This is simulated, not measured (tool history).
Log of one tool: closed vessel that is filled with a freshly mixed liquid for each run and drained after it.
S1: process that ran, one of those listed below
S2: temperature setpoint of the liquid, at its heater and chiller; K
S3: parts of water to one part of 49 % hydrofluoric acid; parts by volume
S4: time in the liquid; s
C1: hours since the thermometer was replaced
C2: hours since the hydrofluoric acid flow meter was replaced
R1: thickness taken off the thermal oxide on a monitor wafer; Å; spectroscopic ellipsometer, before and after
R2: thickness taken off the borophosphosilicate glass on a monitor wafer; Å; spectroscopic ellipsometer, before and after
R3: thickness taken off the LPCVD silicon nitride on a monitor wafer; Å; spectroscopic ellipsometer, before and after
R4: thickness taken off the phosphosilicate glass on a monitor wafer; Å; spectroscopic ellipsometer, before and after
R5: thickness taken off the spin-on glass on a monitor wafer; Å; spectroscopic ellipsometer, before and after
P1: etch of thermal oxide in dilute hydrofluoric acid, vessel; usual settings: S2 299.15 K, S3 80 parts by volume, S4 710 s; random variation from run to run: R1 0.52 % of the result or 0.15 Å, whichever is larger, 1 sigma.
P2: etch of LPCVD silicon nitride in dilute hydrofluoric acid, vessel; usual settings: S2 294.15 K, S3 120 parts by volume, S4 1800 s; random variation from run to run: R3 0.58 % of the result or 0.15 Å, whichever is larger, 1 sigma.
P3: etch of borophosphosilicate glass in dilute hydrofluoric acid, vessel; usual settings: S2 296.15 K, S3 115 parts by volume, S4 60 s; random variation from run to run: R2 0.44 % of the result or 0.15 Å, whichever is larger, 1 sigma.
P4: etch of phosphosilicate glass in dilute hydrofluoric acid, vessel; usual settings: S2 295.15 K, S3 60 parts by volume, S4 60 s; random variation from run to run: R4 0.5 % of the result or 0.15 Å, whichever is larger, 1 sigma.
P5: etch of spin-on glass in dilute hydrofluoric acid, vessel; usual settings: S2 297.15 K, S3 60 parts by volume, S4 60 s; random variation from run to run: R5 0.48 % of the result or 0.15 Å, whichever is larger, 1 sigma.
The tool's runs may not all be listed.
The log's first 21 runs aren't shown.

run,day,S1,S2,S3,S4,C1,C2,R1,R2,R3,R4,R5
22,8.883,P1,299.15,35,290,1371.6,855.5,468.770,,,,
23,9.362,P3,296.15,115,30,1383.1,867.0,,79.607,,,
24,9.692,P1,304.65,80,710,1391.0,874.9,581.010,,,,
25,10.088,P1,299.15,120,710,1400.5,884.4,295.240,,,,
26,10.462,P2,294.15,210,1800,1409.5,893.4,,,38.500,,
27,10.996,P2,294.15,120,1800,1422.3,906.2,,,67.193,,
28,11.346,P2,290.15,120,1800,1430.7,914.6,,,51.185,,
29,11.721,P3,290.15,115,60,1439.7,923.6,,124.810,,,
30,11.988,P4,295.15,60,60,1446.1,930.0,,,,611.75,

Run 31 comes next. What will it give?
31,12.367,P1,299.15,80,710,1455.2,939.1,?,,,,

{"run 31": {"R1": 466.72}}
